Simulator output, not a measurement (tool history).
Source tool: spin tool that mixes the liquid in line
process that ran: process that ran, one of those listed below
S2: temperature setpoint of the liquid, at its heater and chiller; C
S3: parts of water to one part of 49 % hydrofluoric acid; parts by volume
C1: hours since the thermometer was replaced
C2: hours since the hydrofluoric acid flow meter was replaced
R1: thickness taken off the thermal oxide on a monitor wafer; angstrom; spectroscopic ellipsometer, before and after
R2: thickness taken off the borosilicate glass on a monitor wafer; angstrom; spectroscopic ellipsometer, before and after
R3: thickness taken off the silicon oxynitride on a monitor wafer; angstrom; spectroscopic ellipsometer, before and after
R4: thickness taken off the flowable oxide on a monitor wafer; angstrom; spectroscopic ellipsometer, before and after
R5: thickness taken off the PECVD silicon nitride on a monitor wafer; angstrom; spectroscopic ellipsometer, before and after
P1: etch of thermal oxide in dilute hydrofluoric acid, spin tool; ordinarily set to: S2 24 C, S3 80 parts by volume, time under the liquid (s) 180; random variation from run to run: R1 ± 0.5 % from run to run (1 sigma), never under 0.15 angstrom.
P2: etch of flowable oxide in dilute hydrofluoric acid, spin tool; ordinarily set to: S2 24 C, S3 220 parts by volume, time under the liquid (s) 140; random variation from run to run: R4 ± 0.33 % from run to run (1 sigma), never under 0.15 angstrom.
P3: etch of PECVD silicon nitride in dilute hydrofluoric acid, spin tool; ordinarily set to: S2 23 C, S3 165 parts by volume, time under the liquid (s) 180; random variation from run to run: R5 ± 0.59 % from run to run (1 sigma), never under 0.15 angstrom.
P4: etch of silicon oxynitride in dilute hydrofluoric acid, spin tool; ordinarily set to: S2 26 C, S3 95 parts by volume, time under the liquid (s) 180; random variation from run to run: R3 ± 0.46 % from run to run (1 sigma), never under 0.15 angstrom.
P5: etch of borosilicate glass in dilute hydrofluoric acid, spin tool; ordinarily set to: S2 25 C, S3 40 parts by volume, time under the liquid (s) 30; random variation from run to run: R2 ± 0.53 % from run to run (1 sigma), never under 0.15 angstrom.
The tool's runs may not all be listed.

{"run": 1, "hour": 3.9, "process that ran": "P1", "S2": 24, "S3": 80, "time under the liquid (s)": 180, "C1": 399, "C2": 460.6, "R1": 105.34}
{"run": 2, "hour": 6.0, "process that ran": "P5", "S2": 25, "S3": 65, "time under the liquid (s)": 30, "C1": 401.1, "C2": 462.7, "R2": 164.64}
{"run": 3, "hour": 8.3, "process that ran": "P4", "S2": 26, "S3": 95, "time under the liquid (s)": 360, "C1": 403.4, "C2": 465, "R3": 89.519}
{"run": 4, "hour": 11.1, "process that ran": "P5", "S2": 31.5, "S3": 40, "time under the liquid (s)": 30, "C1": 406.2, "C2": 467.8, "R2": 356.34}
{"run": 5, "hour": 15.0, "process that ran": "P1", "S2": 24, "S3": 20, "time under the liquid (s)": 180, "C1": 410.1, "C2": 471.7, "R1": 458.06}
{"run": 6, "hour": 19.0, "process that ran": "P1", "S2": 24, "S3": 80, "time under the liquid (s)": 310, "C1": 414.1, "C2": 475.7, "R1": 181.68}
{"run": 7, "hour": 22.2, "process that ran": "P4", "S2": 32, "S3": 95, "time under the liquid (s)": 180, "C1": 417.3, "C2": 478.9, "R3": 58.309}
{"run": 8, "hour": 26.1, "process that ran": "P2", "S2": 24, "S3": 45, "time under the liquid (s)": 140, "C1": 421.2, "C2": 482.8, "R4": 1891.4}
{"run": 9, "hour": 30.5, "process that ran": "P2", "S2": 24, "S3": 220, "time under the liquid (s)": 70, "C1": 425.6, "C2": 487.2, "R4": 156.34}
{"run": 10, "hour": 33.6, "process that ran": "P1", "S2": 24, "S3": 80, "time under the liquid (s)": 180, "C1": 428.7, "C2": 490.3, "R1": 105.18}
{"run": 11, "hour": 35.8, "process that ran": "P1", "S2": 24, "S3": 80, "time under the liquid (s)": 180, "C1": 430.9, "C2": 492.5, "R1": 105.37}
{"run": 12, "hour": 38.3, "process that ran": "P1", "S2": 17, "S3": 80, "time under the liquid (s)": 35, "C1": 433.4, "C2": 495, "R1": 15.331}
{"run": 13, "hour": 41.6, "process that ran": "P3", "S2": 23, "S3": 275, "time under the liquid (s)": 180, "C1": 436.7, "C2": 498.3, "R5": 27.642}
{"run": 14, "hour": 43.9, "process that ran": "P1", "S2": 24, "S3": 80, "time under the liquid (s)": 20, "C1": 439, "C2": 500.6, "R1": 11.761}
{"run": 15, "hour": 46.3, "process that ran": "P5", "S2": 25, "S3": 40, "time under the liquid (s)": 30, "C1": 441.4, "C2": 503, "R2": 277.67}
{"run": 16, "hour": 48.8, "process that ran": "P4", "S2": 26, "S3": 20, "time under the liquid (s)": 180, "C1": 443.9, "C2": 505.5, "R3": 225.38}
{"run": 17, "hour": 51.0, "process that ran": "P2", "S2": 17, "S3": 220, "time under the liquid (s)": 140, "C1": 446.1, "C2": 507.7, "R4": 239.81}
{"run": 18, "hour": 54.0, "process that ran": "P3", "S2": 23, "S3": 165, "time under the liquid (s)": 180, "C1": 449.1, "C2": 510.7, "R5": 45.348}
{"run": 19, "hour": 56.2, "process that ran": "P1", "S2": 17, "S3": 35, "time under the liquid (s)": 180, "C1": 451.3, "C2": 512.9, "R1": 188.64}
{"run": 20, "hour": 59.7, "process that ran": "P3", "S2": 17, "S3": 165, "time under the liquid (s)": 180, "C1": 454.8, "C2": 516.4, "R5": 30.876}
{"run": 21, "hour": 62.9, "process that ran": "P5", "S2": 25, "S3": 40, "time under the liquid (s)": 30, "C1": 458, "C2": 519.6, "R2": 279.4}
{"run": 22, "hour": 65.1, "process that ran": "P2", "S2": 24, "S3": 220, "time under the liquid (s)": 140, "C1": 460.2, "C2": 521.8, "R4": 315.41}
{"run": 23, "hour": 69.4, "process that ran": "P1", "S2": 24, "S3": 130, "time under the liquid (s)": 180, "C1": 464.5, "C2": 526.1, "R1": 60.93}
{"run": 24, "hour": 73.4, "process that ran": "P4", "S2": 26, "S3": 95, "time under the liquid (s)": 180, "C1": 468.5, "C2": 530.1, "R3": 44.466}
{"run": 25, "hour": 76.3, "process that ran": "P1", "S2": 17, "S3": 80, "time under the liquid (s)": 180, "C1": 471.4, "C2": 533, "R1": 78.415}
{"run": 26, "hour": 79.0, "process that ran": "P5", "S2": 25, "S3": 40, "time under the liquid (s)": 50, "C1": 474.1, "C2": 535.7, "R2": 462.51}
{"run": 27, "hour": 82.3, "process that ran": "P1", "S2": 24, "S3": 80, "time under the liquid (s)": 180, "C1": 477.4, "C2": 539, "R1": 105.63}
{"run": 28, "hour": 86.0, "process that ran": "P3", "S2": 23, "S3": 165, "time under the liquid (s)": 295, "C1": 481.1, "C2": 542.7, "R5": 74.761}
{"run": 29, "hour": 89.8, "process that ran": "P1", "S2": 24, "S3": 80, "time under the liquid (s)": 180, "C1": 484.9, "C2": 546.5, "R1": 105.23}
{"run": 30, "hour": 93.4, "process that ran": "P1", "S2": 28.5, "S3": 80, "time under the liquid (s)": 180, "C1": 488.5, "C2": 550.1, "R1": 126.23}
{"run": 31, "hour": 96.1, "process that ran": "P1", "S2": 24, "S3": 80, "time under the liquid (s)": 180, "C1": 491.2, "C2": 552.8, "R1": 104.83}
{"run": 32, "hour": 98.5, "process that ran": "P1", "S2": 24, "S3": 80, "time under the liquid (s)": 180, "C1": 493.6, "C2": 555.2, "R1": 106.48}
{"run": 33, "hour": 101.0, "process that ran": "P1", "S2": 24, "S3": 80, "time under the liquid (s)": 180, "C1": 496.1, "C2": 557.7, "R1": 107.76}
{"run": 34, "hour": 105.2, "process that ran": "P1", "S2": 24, "S3": 80, "time under the liquid (s)": 180, "C1": 500.3, "C2": 561.9, "R1": 108.44}
{"run": 35, "hour": 109.6, "process that ran": "P1", "S2": 24, "S3": 80, "time under the liquid (s)": 180, "C1": 504.7, "C2": 566.3, "R1": 110.91}
{"run": 36, "hour": 113.9, "process that ran": "P1", "S2": 24, "S3": 80, "time under the liquid (s)": 180, "C1": 509, "C2": 570.6, "R1": 110.79}
{"run": 37, "hour": 116.7, "process that ran": "P1", "S2": 24, "S3": 80, "time under the liquid (s)": 180, "C1": 511.8, "C2": 573.4, "R1": 111.64}

Estimate the outcome of run 38 from the log above:
{"run": 38, "hour": 118.6, "process that ran": "P1", "S2": 24, "S3": 80, "time under the liquid (s)": 180, "C1": 513.7, "C2": 575.3, "R1": "?"}

Run 38 yielded R1 110.65 angstrom.
